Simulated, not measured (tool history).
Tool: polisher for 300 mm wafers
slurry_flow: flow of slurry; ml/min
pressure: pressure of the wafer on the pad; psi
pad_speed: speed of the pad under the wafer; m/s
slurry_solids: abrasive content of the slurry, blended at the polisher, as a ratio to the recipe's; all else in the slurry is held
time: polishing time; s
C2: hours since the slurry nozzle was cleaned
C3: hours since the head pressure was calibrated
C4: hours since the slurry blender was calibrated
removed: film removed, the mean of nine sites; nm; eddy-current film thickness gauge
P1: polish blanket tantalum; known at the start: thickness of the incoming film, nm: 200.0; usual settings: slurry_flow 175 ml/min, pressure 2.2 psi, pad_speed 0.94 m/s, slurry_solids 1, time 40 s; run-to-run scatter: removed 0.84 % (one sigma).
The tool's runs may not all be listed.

run 1 hour=14.2 | slurry_flow=175 pressure=2.2 pad_speed=0.94 slurry_solids=1 time=40 | wafers_polished_on_this_pad=635 C2=215.6 C3=287.9 C4=208.5 | removed=74.659
run 2 hour=23.7 | slurry_flow=175 pressure=2.2 pad_speed=0.94 slurry_solids=1 time=40 | wafers_polished_on_this_pad=751 C2=225.1 C3=297.4 C4=218 | removed=73.624
run 3 hour=33.9 | slurry_flow=105 pressure=2.2 pad_speed=0.94 slurry_solids=1 time=40 | wafers_polished_on_this_pad=877 C2=235.3 C3=307.6 C4=228.2 | removed=67.423
-- hour=34.9 head pressure recalibrated
run 4 hour=42.2 | slurry_flow=175 pressure=2.2 pad_speed=0.46 slurry_solids=1 time=40 | wafers_polished_on_this_pad=979 C2=243.6 C3=7.4 C4=236.5 | removed=36.248
run 5 hour=55.2 | slurry_flow=175 pressure=3.5 pad_speed=0.94 slurry_solids=1 time=40 | wafers_polished_on_this_pad=1138 C2=256.6 C3=20.4 C4=249.5 | removed=114.82
run 6 hour=65.1 | slurry_flow=125 pressure=2.2 pad_speed=1.38 slurry_solids=1 time=40 | wafers_polished_on_this_pad=1260 C2=266.5 C3=30.3 C4=259.4 | removed=102.68
run 7 hour=77.6 | slurry_flow=175 pressure=2.2 pad_speed=0.94 slurry_solids=1 time=40 | wafers_polished_on_this_pad=1414 C2=279 C3=42.8 C4=271.9 | removed=74.336
-- hour=84.8 slurry blender recalibrated
run 8 hour=87.9 | slurry_flow=175 pressure=2.2 pad_speed=0.94 slurry_solids=1 time=18 | wafers_polished_on_this_pad=1540 C2=289.3 C3=53.1 C4=3.2 | removed=32.911
run 9 hour=97.9 | slurry_flow=175 pressure=2.2 pad_speed=0.94 slurry_solids=1 time=52 | wafers_polished_on_this_pad=1663 C2=299.3 C3=63.1 C4=13.2 | removed=95.008
run 10 hour=105.6 | slurry_flow=175 pressure=2.2 pad_speed=0.94 slurry_solids=1 time=40 | wafers_polished_on_this_pad=1757 C2=307 C3=70.8 C4=20.9 | removed=72.871
run 11 hour=119 | slurry_flow=175 pressure=2.2 pad_speed=0.94 slurry_solids=1 time=40 | wafers_polished_on_this_pad=1922 C2=320.4 C3=84.2 C4=34.3 | removed=73.84
run 12 hour=127.9 | slurry_flow=270 pressure=2.2 pad_speed=0.94 slurry_solids=1 time=40 | wafers_polished_on_this_pad=2031 C2=329.3 C3=93.1 C4=43.2 | removed=77.383
run 13 hour=135.8 | slurry_flow=175 pressure=2.2 pad_speed=0.94 slurry_solids=1.3 time=40 | wafers_polished_on_this_pad=2128 C2=337.2 C3=101 C4=51.1 | removed=79.413
run 14 hour=144.3 | slurry_flow=175 pressure=2.2 pad_speed=0.94 slurry_solids=0.6 time=40 | wafers_polished_on_this_pad=2233 C2=345.7 C3=109.5 C4=59.6 | removed=61.383
run 15 hour=156.5 | slurry_flow=175 pressure=1.3 pad_speed=0.94 slurry_solids=1 time=40 | wafers_polished_on_this_pad=2383 C2=357.9 C3=121.7 C4=71.8 | removed=43.828
run 16 hour=165.8 | slurry_flow=175 pressure=2.2 pad_speed=1.24 slurry_solids=1 time=40 | wafers_polished_on_this_pad=2497 C2=367.2 C3=131 C4=81.1 | removed=97.328
run 17 hour=176.6 | slurry_flow=175 pressure=2.2 pad_speed=0.94 slurry_solids=1 time=40 | wafers_polished_on_this_pad=2630 C2=378 C3=141.8 C4=91.9 | removed=73.561
run 18 hour=182.9 | slurry_flow=175 pressure=2.2 pad_speed=0.94 slurry_solids=1 time=40 | wafers_polished_on_this_pad=2707 C2=384.3 C3=148.1 C4=98.2 | removed=73.153
run 19 hour=192.1 | slurry_flow=175 pressure=2.2 pad_speed=0.94 slurry_solids=1 time=40 | wafers_polished_on_this_pad=2820 C2=393.5 C3=157.3 C4=107.4 | removed=70.701
run 20 hour=200.8 | slurry_flow=175 pressure=2.2 pad_speed=0.94 slurry_solids=1 time=40 | wafers_polished_on_this_pad=2927 C2=402.2 C3=166 C4=116.1 | removed=70.641

Forecast run 21:
run 21 hour=213 | slurry_flow=175 pressure=2.2 pad_speed=0.94 slurry_solids=1 time=40 | wafers_polished_on_this_pad=3077 C2=414.4 C3=178.2 C4=128.3 | removed=?

removed: 68.627 nm
